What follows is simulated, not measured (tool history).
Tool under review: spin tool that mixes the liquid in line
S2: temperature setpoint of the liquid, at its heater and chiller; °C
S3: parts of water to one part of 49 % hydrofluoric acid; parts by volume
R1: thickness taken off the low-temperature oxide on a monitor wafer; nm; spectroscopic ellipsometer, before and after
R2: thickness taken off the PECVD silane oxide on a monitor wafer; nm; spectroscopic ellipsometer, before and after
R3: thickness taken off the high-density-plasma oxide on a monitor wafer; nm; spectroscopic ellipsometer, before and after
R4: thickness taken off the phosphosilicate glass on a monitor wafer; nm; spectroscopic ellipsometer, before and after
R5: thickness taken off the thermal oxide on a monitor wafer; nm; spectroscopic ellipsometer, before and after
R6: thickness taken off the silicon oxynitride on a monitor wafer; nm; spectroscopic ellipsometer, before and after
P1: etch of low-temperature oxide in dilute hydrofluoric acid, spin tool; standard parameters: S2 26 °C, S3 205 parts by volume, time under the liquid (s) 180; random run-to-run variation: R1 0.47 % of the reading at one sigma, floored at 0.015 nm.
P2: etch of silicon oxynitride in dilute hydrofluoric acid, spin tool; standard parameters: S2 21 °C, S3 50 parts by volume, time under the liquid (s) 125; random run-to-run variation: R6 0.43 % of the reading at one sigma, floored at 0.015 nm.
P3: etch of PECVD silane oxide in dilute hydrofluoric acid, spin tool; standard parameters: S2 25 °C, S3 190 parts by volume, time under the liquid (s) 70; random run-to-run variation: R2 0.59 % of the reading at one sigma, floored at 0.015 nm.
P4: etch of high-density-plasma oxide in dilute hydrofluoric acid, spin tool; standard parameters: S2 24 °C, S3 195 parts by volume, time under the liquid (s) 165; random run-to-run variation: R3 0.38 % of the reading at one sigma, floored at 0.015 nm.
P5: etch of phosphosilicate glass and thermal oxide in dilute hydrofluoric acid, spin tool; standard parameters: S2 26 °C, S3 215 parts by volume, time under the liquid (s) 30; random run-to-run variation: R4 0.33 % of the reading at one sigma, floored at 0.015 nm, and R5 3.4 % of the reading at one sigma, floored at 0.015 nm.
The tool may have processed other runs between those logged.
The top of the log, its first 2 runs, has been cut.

{"run": 3, "day": 1.233, "process that ran": "P4", "S2": 24, "S3": 195, "time under the liquid (s)": 165, "R3": 5.3694}
{"run": 4, "day": 1.617, "process that ran": "P1", "S2": 26, "S3": 205, "time under the liquid (s)": 280, "R1": 24.708}
{"run": 5, "day": 1.867, "process that ran": "P3", "S2": 30, "S3": 190, "time under the liquid (s)": 70, "R2": 6.3672}
{"run": 6, "day": 2.233, "process that ran": "P5", "S2": 21, "S3": 215, "time under the liquid (s)": 30, "R4": 12.738, "R5": 0.5117}
{"run": 7, "day": 2.683, "process that ran": "P1", "S2": 26, "S3": 355, "time under the liquid (s)": 180, "R1": 7.9139}
{"run": 8, "day": 3.212, "process that ran": "P2", "S2": 21, "S3": 50, "time under the liquid (s)": 125, "R6": 10.53}
{"run": 9, "day": 3.562, "process that ran": "P1", "S2": 26, "S3": 205, "time under the liquid (s)": 180, "R1": 15.99}
{"run": 10, "day": 4.071, "process that ran": "P1", "S2": 26, "S3": 205, "time under the liquid (s)": 180, "R1": 15.836}
{"run": 11, "day": 4.629, "process that ran": "P1", "S2": 26, "S3": 205, "time under the liquid (s)": 180, "R1": 15.967}
{"run": 12, "day": 5.171, "process that ran": "P3", "S2": 25, "S3": 190, "time under the liquid (s)": 70, "R2": 5.2667}
{"run": 13, "day": 5.575, "process that ran": "P2", "S2": 21, "S3": 75, "time under the liquid (s)": 125, "R6": 6.9132}
{"run": 14, "day": 6.154, "process that ran": "P5", "S2": 26, "S3": 215, "time under the liquid (s)": 45, "R4": 22.869, "R5": 0.98694}
{"run": 15, "day": 6.542, "process that ran": "P2", "S2": 28, "S3": 50, "time under the liquid (s)": 125, "R6": 14.832}
{"run": 16, "day": 7.092, "process that ran": "P1", "S2": 26, "S3": 205, "time under the liquid (s)": 180, "R1": 15.831}
{"run": 17, "day": 7.579, "process that ran": "P3", "S2": 25, "S3": 190, "time under the liquid (s)": 125, "R2": 9.3836}
{"run": 18, "day": 8.062, "process that ran": "P4", "S2": 24, "S3": 195, "time under the liquid (s)": 165, "R3": 5.3476}
{"run": 19, "day": 8.525, "process that ran": "P4", "S2": 24, "S3": 195, "time under the liquid (s)": 40, "R3": 1.2986}
{"run": 20, "day": 8.85, "process that ran": "P4", "S2": 32, "S3": 195, "time under the liquid (s)": 165, "R3": 7.1212}
{"run": 21, "day": 9.225, "process that ran": "P5", "S2": 26, "S3": 215, "time under the liquid (s)": 30, "R4": 15.334, "R5": 0.62226}
{"run": 22, "day": 9.738, "process that ran": "P1", "S2": 26, "S3": 205, "time under the liquid (s)": 180, "R1": 15.849}
{"run": 23, "day": 10.071, "process that ran": "P4", "S2": 24, "S3": 300, "time under the liquid (s)": 165, "R3": 3.0937}
{"run": 24, "day": 10.338, "process that ran": "P1", "S2": 19, "S3": 205, "time under the liquid (s)": 180, "R1": 12.273}
{"run": 25, "day": 10.708, "process that ran": "P1", "S2": 26, "S3": 75, "time under the liquid (s)": 180, "R1": 51.082}
{"run": 26, "day": 11.221, "process that ran": "P1", "S2": 31.5, "S3": 205, "time under the liquid (s)": 180, "R1": 19.446}
{"run": 27, "day": 11.504, "process that ran": "P2", "S2": 21, "S3": 50, "time under the liquid (s)": 15, "R6": 1.2717}

Run 28 has not been measured yet. What should we expect?
{"run": 28, "day": 11.962, "process that ran": "P2", "S2": 21, "S3": 50, "time under the liquid (s)": 125, "R6": "?"}

R6: 10.588 nm
